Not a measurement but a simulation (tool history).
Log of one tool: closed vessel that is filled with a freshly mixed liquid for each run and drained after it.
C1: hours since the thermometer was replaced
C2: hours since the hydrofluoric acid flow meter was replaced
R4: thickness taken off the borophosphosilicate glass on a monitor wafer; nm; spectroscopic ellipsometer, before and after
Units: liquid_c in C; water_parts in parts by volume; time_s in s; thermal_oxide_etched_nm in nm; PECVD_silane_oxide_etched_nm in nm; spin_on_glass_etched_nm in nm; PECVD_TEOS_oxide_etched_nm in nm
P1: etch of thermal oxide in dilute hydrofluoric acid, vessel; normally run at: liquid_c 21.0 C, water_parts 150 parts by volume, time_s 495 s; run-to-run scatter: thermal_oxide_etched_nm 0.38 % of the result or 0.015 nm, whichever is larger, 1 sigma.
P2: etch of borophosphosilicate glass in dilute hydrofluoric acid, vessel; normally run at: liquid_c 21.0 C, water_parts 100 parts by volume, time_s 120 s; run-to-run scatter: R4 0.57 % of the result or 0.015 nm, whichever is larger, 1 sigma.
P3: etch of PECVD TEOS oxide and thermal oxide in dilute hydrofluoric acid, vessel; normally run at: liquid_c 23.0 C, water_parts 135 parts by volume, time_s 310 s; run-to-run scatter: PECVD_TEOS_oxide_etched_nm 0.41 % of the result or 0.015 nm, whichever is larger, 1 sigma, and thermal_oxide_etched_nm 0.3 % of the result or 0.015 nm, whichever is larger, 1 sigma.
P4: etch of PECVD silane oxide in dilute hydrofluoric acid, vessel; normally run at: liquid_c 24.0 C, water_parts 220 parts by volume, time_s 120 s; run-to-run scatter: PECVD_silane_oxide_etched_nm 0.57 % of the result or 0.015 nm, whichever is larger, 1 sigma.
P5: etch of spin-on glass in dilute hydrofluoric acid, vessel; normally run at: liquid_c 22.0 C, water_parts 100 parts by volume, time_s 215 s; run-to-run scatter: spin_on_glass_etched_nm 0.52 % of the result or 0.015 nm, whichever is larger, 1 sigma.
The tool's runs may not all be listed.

run 1 day=0.558 | process=P1 liquid_c=21.0 water_parts=150 time_s=495 | C1=703.9 C2=1287.5 | thermal_oxide_etched_nm=13.0770
run 2 day=0.996 | process=P1 liquid_c=21.0 water_parts=230 time_s=495 | C1=714.4 C2=1298.0 | thermal_oxide_etched_nm=7.8886
run 3 day=1.512 | process=P4 liquid_c=24.0 water_parts=395 time_s=120 | C1=726.8 C2=1310.4 | PECVD_silane_oxide_etched_nm=3.2582
run 4 day=1.896 | process=P4 liquid_c=30.5 water_parts=220 time_s=120 | C1=736.0 C2=1319.6 | PECVD_silane_oxide_etched_nm=8.6945
run 5 day=2.296 | process=P5 liquid_c=22.0 water_parts=100 time_s=215 | C1=745.6 C2=1329.2 | spin_on_glass_etched_nm=46.699
run 6 day=2.954 | process=P1 liquid_c=21.0 water_parts=150 time_s=495 | C1=761.4 C2=1345.0 | thermal_oxide_etched_nm=13.0470
run 7 day=3.354 | process=P5 liquid_c=22.0 water_parts=55 time_s=215 | C1=771.0 C2=1354.6 | spin_on_glass_etched_nm=89.761
run 8 day=3.792 | process=P1 liquid_c=21.0 water_parts=150 time_s=495 | C1=781.5 C2=1365.1 | thermal_oxide_etched_nm=13.1900
run 9 day=4.450 | process=P1 liquid_c=17.0 water_parts=150 time_s=495 | C1=797.3 C2=1380.9 | thermal_oxide_etched_nm=11.1840
run 10 day=4.871 | process=P2 liquid_c=25.0 water_parts=100 time_s=120 | C1=807.4 C2=1391.0 | R4=48.719
run 11 day=5.475 | process=P1 liquid_c=21.0 water_parts=150 time_s=495 | C1=821.9 C2=1405.5 | thermal_oxide_etched_nm=13.1010
run 12 day=6.058 | process=P1 liquid_c=28.0 water_parts=150 time_s=495 | C1=835.9 C2=1419.5 | thermal_oxide_etched_nm=17.1230
-- day=6.321 thermometer replaced
run 13 day=6.375 | process=P1 liquid_c=21.0 water_parts=150 time_s=735 | C1=1.3 C2=1427.1 | thermal_oxide_etched_nm=19.4620
run 14 day=6.783 | process=P3 liquid_c=23.0 water_parts=135 time_s=590 | C1=11.1 C2=1436.9 | thermal_oxide_etched_nm=20.4220 PECVD_TEOS_oxide_etched_nm=40.655
run 15 day=7.096 | process=P1 liquid_c=21.0 water_parts=260 time_s=960 | C1=18.6 C2=1444.4 | thermal_oxide_etched_nm=13.1550
run 16 day=7.521 | process=P1 liquid_c=21.0 water_parts=45 time_s=495 | C1=28.8 C2=1454.6 | thermal_oxide_etched_nm=49.1300
run 17 day=8.012 | process=P3 liquid_c=17.0 water_parts=135 time_s=310 | C1=40.6 C2=1466.4 | thermal_oxide_etched_nm=8.4460 PECVD_TEOS_oxide_etched_nm=16.827
run 18 day=8.629 | process=P4 liquid_c=24.0 water_parts=220 time_s=35 | C1=55.4 C2=1481.2 | PECVD_silane_oxide_etched_nm=2.0165
run 19 day=9.192 | process=P1 liquid_c=21.0 water_parts=150 time_s=495 | C1=68.9 C2=1494.7 | thermal_oxide_etched_nm=13.0630
run 20 day=9.533 | process=P1 liquid_c=21.0 water_parts=150 time_s=180 | C1=77.1 C2=1502.9 | thermal_oxide_etched_nm=4.7603
run 21 day=10.004 | process=P5 liquid_c=30.0 water_parts=100 time_s=215 | C1=88.4 C2=1514.2 | spin_on_glass_etched_nm=62.904
run 22 day=10.379 | process=P2 liquid_c=21.0 water_parts=100 time_s=30 | C1=97.4 C2=1523.2 | R4=10.254
run 23 day=10.729 | process=P1 liquid_c=26.0 water_parts=150 time_s=785 | C1=105.8 C2=1531.6 | thermal_oxide_etched_nm=25.1570
run 24 day=11.092 | process=P5 liquid_c=22.0 water_parts=100 time_s=425 | C1=114.5 C2=1540.3 | spin_on_glass_etched_nm=92.735
-- day=11.658 hydrofluoric acid flow meter replaced
run 25 day=11.667 | process=P3 liquid_c=23.0 water_parts=60 time_s=310 | C1=128.3 C2=0.3 | thermal_oxide_etched_nm=26.3510 PECVD_TEOS_oxide_etched_nm=52.199
run 26 day=11.971 | process=P3 liquid_c=23.0 water_parts=135 time_s=310 | C1=135.6 C2=7.6 | thermal_oxide_etched_nm=10.6720 PECVD_TEOS_oxide_etched_nm=21.283
run 27 day=12.317 | process=P2 liquid_c=21.0 water_parts=100 time_s=120 | C1=143.9 C2=15.9 | R4=40.879

Run 28 comes next. What will it give?
run 28 day=12.908 | process=P4 liquid_c=24.0 water_parts=220 time_s=120 | C1=158.1 C2=30.1 | PECVD_silane_oxide_etched_nm=?

{"run 28": {"PECVD_silane_oxide_etched_nm": 6.9597}}
